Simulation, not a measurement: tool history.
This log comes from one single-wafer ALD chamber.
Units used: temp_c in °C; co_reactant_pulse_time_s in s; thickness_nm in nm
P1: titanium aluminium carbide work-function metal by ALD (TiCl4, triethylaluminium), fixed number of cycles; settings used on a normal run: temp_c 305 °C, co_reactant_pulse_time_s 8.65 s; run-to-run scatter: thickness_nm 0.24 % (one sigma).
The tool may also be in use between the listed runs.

run  hour  temp_c  co_reactant_pulse_time_s  hours since the last thermocouple change  hours since the last triethylaluminium bottle change  thickness_nm
  1   6.8     305                      8.65                                    1520.9                                                 439.4        2.0376
  2  17.2     305                      8.65                                    1531.3                                                 449.8        2.0431
  3  25.5     305                      8.65                                    1539.6                                                 458.1        2.0481
  4  33.3     305                      8.65                                    1547.4                                                 465.9        2.0313
  5  40.3     284                      8.65                                    1554.4                                                 472.9        1.8585
  6  45.3     305                      8.65                                    1559.4                                                 477.9        2.0392
  7  50.7     305                      8.65                                    1564.8                                                 483.3        2.0467
  8  61.5     305                      2.99                                    1575.6                                                 494.1        1.3815
  9  69.2     324                     13.31                                    1583.3                                                 501.8        2.2954
 10  78.9     305                     13.61                                      1593                                                 511.5        2.1422
 11  88.3     319                      8.65                                    1602.4                                                 520.9        2.1589

What does the tool deliver on the next run?
 12  94.8     305                      8.65                                    1608.9                                                 527.4             ?

{"run 12": {"thickness_nm": 2.0357}}
